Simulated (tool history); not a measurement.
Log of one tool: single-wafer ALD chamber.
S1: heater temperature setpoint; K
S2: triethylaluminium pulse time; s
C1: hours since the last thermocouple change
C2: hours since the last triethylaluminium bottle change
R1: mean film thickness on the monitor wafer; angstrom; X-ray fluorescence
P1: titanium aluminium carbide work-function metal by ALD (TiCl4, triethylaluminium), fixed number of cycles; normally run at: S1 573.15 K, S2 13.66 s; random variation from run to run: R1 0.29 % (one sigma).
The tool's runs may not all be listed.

run 1 hour=5.4 | S1=573.15 S2=13.66 | C1=581.2 C2=462.9 | R1=20.923
run 2 hour=13.8 | S1=573.15 S2=13.66 | C1=589.6 C2=471.3 | R1=20.901
run 3 hour=21.5 | S1=573.15 S2=20.58 | C1=597.3 C2=479 | R1=21.072
run 4 hour=28.1 | S1=573.15 S2=13.66 | C1=603.9 C2=485.6 | R1=20.99
-- hour=31.5 thermocouple changed; heater temperature recalibrated
run 5 hour=33.9 | S1=549.15 S2=13.66 | C1=2.4 C2=491.4 | R1=18.694
run 6 hour=39.7 | S1=573.15 S2=13.66 | C1=8.2 C2=497.2 | R1=21.038
run 7 hour=48.8 | S1=597.15 S2=13.66 | C1=17.3 C2=506.3 | R1=23.162
run 8 hour=58 | S1=556.15 S2=6.48 | C1=26.5 C2=515.5 | R1=17.397
run 9 hour=64.6 | S1=573.15 S2=13.66 | C1=33.1 C2=522.1 | R1=20.974
run 10 hour=72.1 | S1=573.15 S2=5.1 | C1=40.6 C2=529.6 | R1=17.524
-- hour=75 triethylaluminium bottle replaced
run 11 hour=81.3 | S1=588.15 S2=5.24 | C1=49.8 C2=6.3 | R1=18.803
run 12 hour=87.7 | S1=573.15 S2=13.66 | C1=56.2 C2=12.7 | R1=21.075
run 13 hour=94.2 | S1=573.15 S2=13.66 | C1=62.7 C2=19.2 | R1=20.741
run 14 hour=100.1 | S1=573.15 S2=13.66 | C1=68.6 C2=25.1 | R1=20.692
run 15 hour=106.3 | S1=573.15 S2=13.66 | C1=74.8 C2=31.3 | R1=20.656
run 16 hour=110.7 | S1=573.15 S2=13.66 | C1=79.2 C2=35.7 | R1=20.62
run 17 hour=118.7 | S1=573.15 S2=13.66 | C1=87.2 C2=43.7 | R1=20.554
run 18 hour=123.5 | S1=573.15 S2=13.66 | C1=92 C2=48.5 | R1=20.599

What P1 gives has crept away from where it was. These 2 causes fit the log equally well, each at the size given:
A: wafer temperature below the value expected at the setpoint (K) = 4.42
B: triethylaluminium dose below that of a fresh bottle (%) = 24.1
The creep began at about hour 87.7.

4 check runs are offered, one wafer each, their results left as question marks. Which one tells the causes apart?
run check 1 hour=128.3 | S1=589.15 S2=6.35 | R1=?
run check 2 hour=128.3 | S1=558.15 S2=13.66 | R1=?
run check 3 hour=128.3 | S1=560.15 S2=13.66 | R1=?
run check 4 hour=128.3 | S1=596.15 S2=13.66 | R1=?

What each check would give under each cause:
check=check_1 result=R1 if_A=19.744 if_B=18.347
check=check_2 result=R1 if_A=19.219 if_B=19.239
check=check_3 result=R1 if_A=19.398 if_B=19.416
check=check_4 result=R1 if_A=22.679 if_B=22.645
How far apart the two closest causes lie, in the result that separates them most: check 1 7.34 %; check 2 0.1 %; check 3 0.09 %; check 4 0.15 %
Check 1 tells the causes apart: in the others they would give nearly the same result.

Check 1 was then run and gave: R1 19.618 angstrom. Which cause is it?

It is A: wafer temperature below the value expected at the setpoint (K).
